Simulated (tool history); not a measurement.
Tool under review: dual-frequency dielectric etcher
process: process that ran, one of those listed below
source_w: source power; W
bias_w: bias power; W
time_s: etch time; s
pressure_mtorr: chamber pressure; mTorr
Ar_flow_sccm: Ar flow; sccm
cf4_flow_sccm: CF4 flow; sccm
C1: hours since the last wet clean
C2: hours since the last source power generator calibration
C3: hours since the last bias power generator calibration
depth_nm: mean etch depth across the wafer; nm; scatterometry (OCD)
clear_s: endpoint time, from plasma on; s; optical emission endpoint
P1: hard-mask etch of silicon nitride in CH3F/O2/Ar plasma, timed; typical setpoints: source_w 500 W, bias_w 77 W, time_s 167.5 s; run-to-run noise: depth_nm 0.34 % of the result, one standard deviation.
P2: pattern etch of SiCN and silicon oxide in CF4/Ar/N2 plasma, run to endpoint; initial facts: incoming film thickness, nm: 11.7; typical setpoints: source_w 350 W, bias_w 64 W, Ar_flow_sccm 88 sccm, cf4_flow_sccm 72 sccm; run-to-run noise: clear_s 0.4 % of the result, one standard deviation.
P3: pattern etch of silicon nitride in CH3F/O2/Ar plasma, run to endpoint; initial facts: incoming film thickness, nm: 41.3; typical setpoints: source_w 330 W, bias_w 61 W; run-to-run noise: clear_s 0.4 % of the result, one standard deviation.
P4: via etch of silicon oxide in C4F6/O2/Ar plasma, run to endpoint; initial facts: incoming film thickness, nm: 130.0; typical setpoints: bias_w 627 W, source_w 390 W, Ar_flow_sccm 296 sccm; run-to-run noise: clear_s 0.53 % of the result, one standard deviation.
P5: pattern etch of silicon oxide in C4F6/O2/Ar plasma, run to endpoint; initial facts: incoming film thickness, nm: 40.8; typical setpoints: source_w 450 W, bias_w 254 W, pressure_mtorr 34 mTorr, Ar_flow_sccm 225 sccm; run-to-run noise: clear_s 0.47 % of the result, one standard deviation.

Run 1, hour 7: process P1, source_w 500 W, bias_w 77 W, time_s 167.5 s; C1 390.9; C2 604.6; C3 476.3. Result: depth_nm 131.41 nm.
Run 2, hour 16: process P1, source_w 500 W, bias_w 77 W, time_s 167.5 s; C1 399.9; C2 613.6; C3 485.3. Result: depth_nm 131.97 nm.
Run 3, hour 21.7: process P5, source_w 450 W, bias_w 254 W, pressure_mtorr 34 mTorr, Ar_flow_sccm 301 sccm; C1 405.6; C2 619.3; C3 491. Result: clear_s 11.066 s.
Run 4, hour 26.6: process P5, source_w 450 W, bias_w 254 W, pressure_mtorr 34 mTorr, Ar_flow_sccm 225 sccm; C1 410.5; C2 624.2; C3 495.9. Result: clear_s 10.738 s.
Run 5, hour 34.7: process P2, source_w 270 W, bias_w 64 W, Ar_flow_sccm 88 sccm, cf4_flow_sccm 72 sccm; C1 418.6; C2 632.3; C3 504. Result: clear_s 21.894 s.
Run 6, hour 39.4: process P2, source_w 350 W, bias_w 64 W, Ar_flow_sccm 88 sccm, cf4_flow_sccm 72 sccm; C1 423.3; C2 637; C3 508.7. Result: clear_s 17.442 s.
Run 7, hour 46.4: process P2, source_w 350 W, bias_w 64 W, Ar_flow_sccm 88 sccm, cf4_flow_sccm 72 sccm; C1 430.3; C2 644; C3 515.7. Result: clear_s 17.402 s.
Run 8, hour 51.1: process P1, source_w 400 W, bias_w 63 W, time_s 167.5 s; C1 435; C2 648.7; C3 520.4. Result: depth_nm 112.48 nm.
Run 9, hour 58.5: process P5, source_w 450 W, bias_w 254 W, pressure_mtorr 26 mTorr, Ar_flow_sccm 225 sccm; C1 442.4; C2 656.1; C3 527.8. Result: clear_s 10.417 s.
Run 10, hour 66.9: process P4, source_w 500 W, bias_w 627 W, Ar_flow_sccm 296 sccm; C1 450.8; C2 664.5; C3 536.2. Result: clear_s 23.74 s.
Run 11, hour 73.8: process P1, source_w 620 W, bias_w 77 W, time_s 167.5 s; C1 457.7; C2 671.4; C3 543.1. Result: depth_nm 142.7 nm.
Run 12, hour 80.1: process P2, source_w 350 W, bias_w 64 W, Ar_flow_sccm 66 sccm, cf4_flow_sccm 72 sccm; C1 464; C2 677.7; C3 549.4. Result: clear_s 16.757 s.
Run 13, hour 88.2: process P5, source_w 450 W, bias_w 336 W, pressure_mtorr 34 mTorr, Ar_flow_sccm 225 sccm; C1 472.1; C2 685.8; C3 557.5. Result: clear_s 9.7856 s.
Run 14, hour 92.9: process P1, source_w 500 W, bias_w 77 W, time_s 218.5 s; C1 476.8; C2 690.5; C3 562.2. Result: depth_nm 170.91 nm.
Run 15, hour 101.9: process P2, source_w 350 W, bias_w 64 W, Ar_flow_sccm 88 sccm, cf4_flow_sccm 52 sccm; C1 485.8; C2 699.5; C3 571.2. Result: clear_s 18.42 s.
Run 16, hour 105.9: process P1, source_w 500 W, bias_w 77 W, time_s 167.5 s; C1 489.8; C2 703.5; C3 575.2. Result: depth_nm 131.49 nm.
Run 17, hour 113.7: process P1, source_w 500 W, bias_w 77 W, time_s 167.5 s; C1 497.6; C2 711.3; C3 583. Result: depth_nm 131.4 nm.
Run 18, hour 118.7: process P4, source_w 390 W, bias_w 627 W, Ar_flow_sccm 296 sccm; C1 502.6; C2 716.3; C3 588. Result: clear_s 26.081 s.
Run 19, hour 124.6: process P5, source_w 370 W, bias_w 254 W, pressure_mtorr 34 mTorr, Ar_flow_sccm 225 sccm; C1 508.5; C2 722.2; C3 593.9. Result: clear_s 11.604 s.
Run 20, hour 130.2: process P1, source_w 410 W, bias_w 77 W, time_s 167.5 s; C1 514.1; C2 727.8; C3 599.5. Result: depth_nm 121.79 nm.
Run 21, hour 137.8: process P2, source_w 350 W, bias_w 79 W, Ar_flow_sccm 88 sccm, cf4_flow_sccm 72 sccm; C1 521.7; C2 735.4; C3 607.1. Result: clear_s 16.131 s.
Run 22, hour 146.7: process P1, source_w 500 W, bias_w 77 W, time_s 167.5 s; C1 530.6; C2 744.3; C3 616. Result: depth_nm 131.6 nm.
Run 23, hour 155.1: process P4, source_w 390 W, bias_w 627 W, Ar_flow_sccm 296 sccm; C1 539; C2 752.7; C3 624.4. Result: clear_s 26.214 s.
Run 24, hour 161.4: process P4, source_w 390 W, bias_w 627 W, Ar_flow_sccm 201 sccm; C1 545.3; C2 759; C3 630.7. Result: clear_s 24.872 s.
Run 25, hour 167.6: process P3, source_w 460 W, bias_w 61 W; C1 551.5; C2 765.2; C3 636.9. Result: clear_s 58.911 s.
Run 26, hour 173.9: process P1, source_w 500 W, bias_w 53 W, time_s 167.5 s; C1 557.8; C2 771.5; C3 643.2. Result: depth_nm 116.54 nm.
Run 27, hour 182.9: process P1, source_w 500 W, bias_w 101 W, time_s 167.5 s; C1 566.8; C2 780.5; C3 652.2. Result: depth_nm 145.29 nm.
Run 28, hour 191.4: process P4, source_w 390 W, bias_w 504 W, Ar_flow_sccm 296 sccm; C1 575.3; C2 789; C3 660.7. Result: clear_s 28.38 s.
Run 29, hour 195.9: process P1, source_w 500 W, bias_w 77 W, time_s 167.5 s; C1 579.8; C2 793.5; C3 665.2. Result: depth_nm 131.85 nm.
Run 30, hour 199.9: process P3, source_w 330 W, bias_w 61 W; C1 583.8; C2 797.5; C3 669.2. Result: clear_s 66.999 s.
Run 31, hour 209.2: process P3, source_w 330 W, bias_w 81 W; C1 593.1; C2 806.8; C3 678.5. Result: clear_s 60.899 s.
Run 32, hour 215.5: process P1, source_w 500 W, bias_w 77 W, time_s 104 s; C1 599.4; C2 813.1; C3 684.8. Result: depth_nm 81.715 nm.
Run 33, hour 224: process P5, source_w 450 W, bias_w 254 W, pressure_mtorr 34 mTorr, Ar_flow_sccm 225 sccm; C1 607.9; C2 821.6; C3 693.3. Result: clear_s 10.687 s.
Run 34, hour 230.5: process P1, source_w 500 W, bias_w 77 W, time_s 167.5 s; C1 614.4; C2 828.1; C3 699.8. Result: depth_nm 131.28 nm.
Run 35, hour 236: process P1, source_w 500 W, bias_w 77 W, time_s 167.5 s; C1 619.9; C2 833.6; C3 705.3. Result: depth_nm 131.66 nm.
Run 36, hour 242.1: process P1, source_w 500 W, bias_w 77 W, time_s 167.5 s; C1 626; C2 839.7; C3 711.4. Result: depth_nm 131 nm.
Run 37, hour 250.5: process P1, source_w 500 W, bias_w 77 W, time_s 167.5 s; C1 634.4; C2 848.1; C3 719.8. Result: depth_nm 130.06 nm.
Run 38, hour 258.7: process P1, source_w 500 W, bias_w 77 W, time_s 167.5 s; C1 642.6; C2 856.3; C3 728. Result: depth_nm 129.91 nm.
Run 39, hour 265.9: process P1, source_w 500 W, bias_w 77 W, time_s 167.5 s; C1 649.8; C2 863.5; C3 735.2. Result: depth_nm 129.52 nm.
At hour 268: wet clean of the chamber.
Run 40, hour 275.1: process P1, source_w 500 W, bias_w 77 W, time_s 167.5 s; C1 7.1; C2 872.7; C3 744.4. Result: depth_nm 129.65 nm.
Run 41, hour 282.3: process P1, source_w 500 W, bias_w 77 W, time_s 167.5 s; C1 14.3; C2 879.9; C3 751.6. Result: depth_nm 129.46 nm.
Run 42, hour 288: process P1, source_w 500 W, bias_w 77 W, time_s 167.5 s; C1 20; C2 885.6; C3 757.3. Result: depth_nm 129.44 nm.

P1 has crept away from where it was. The log is fitted equally well by each of these 2 causes, at the sizes shown:
A: source power that arrives under what is set, % = 4.33
B: bias power that arrives under what is set, % = 4.81
The drift started at roughly hour 230.5.
Why every other cause is out:
chamber walls in a state that lowers the etch rate, %: was serviced at hour 268, once the creep was under way, yet the earlier output never came back

Consider the 4 check runs below, whose results appear as question marks and each of which averages 2 wafers. Which one distinguishes the causes, in that each cause would give it a clearly different result?
Run check 1, hour 293.7: process P3, source_w 330 W, bias_w 61 W. Result: clear_s ?.
Run check 2, hour 293.7: process P2, source_w 350 W, bias_w 64 W, Ar_flow_sccm 88 sccm, cf4_flow_sccm 72 sccm. Result: clear_s ?.
Run check 3, hour 293.7: process P5, source_w 450 W, bias_w 254 W, pressure_mtorr 34 mTorr, Ar_flow_sccm 225 sccm. Result: clear_s ?.
Run check 4, hour 293.7: process P4, source_w 390 W, bias_w 627 W, Ar_flow_sccm 296 sccm. Result: clear_s ?.

How each check would come out, cause by cause:
  check   result    if A    if B
check 1  clear_s  67.964  67.932
check 2  clear_s  18.114    17.7
check 3  clear_s   10.96  10.955
check 4  clear_s  26.522  26.597
Smallest distance between any two causes, each pair judged by its most separating result, in per cent: check 1 0.05 %; check 2 2.31 %; check 3 0.04 %; check 4 0.28 %
Only in check 2 would the causes give clearly different results; in the remaining checks their results would be nearly the same.

Check 2 was carried out, with these results: clear_s 18.144 s. Which of the listed causes is responsible?

The correct cause is A, namely: source power that arrives under what is set, %.
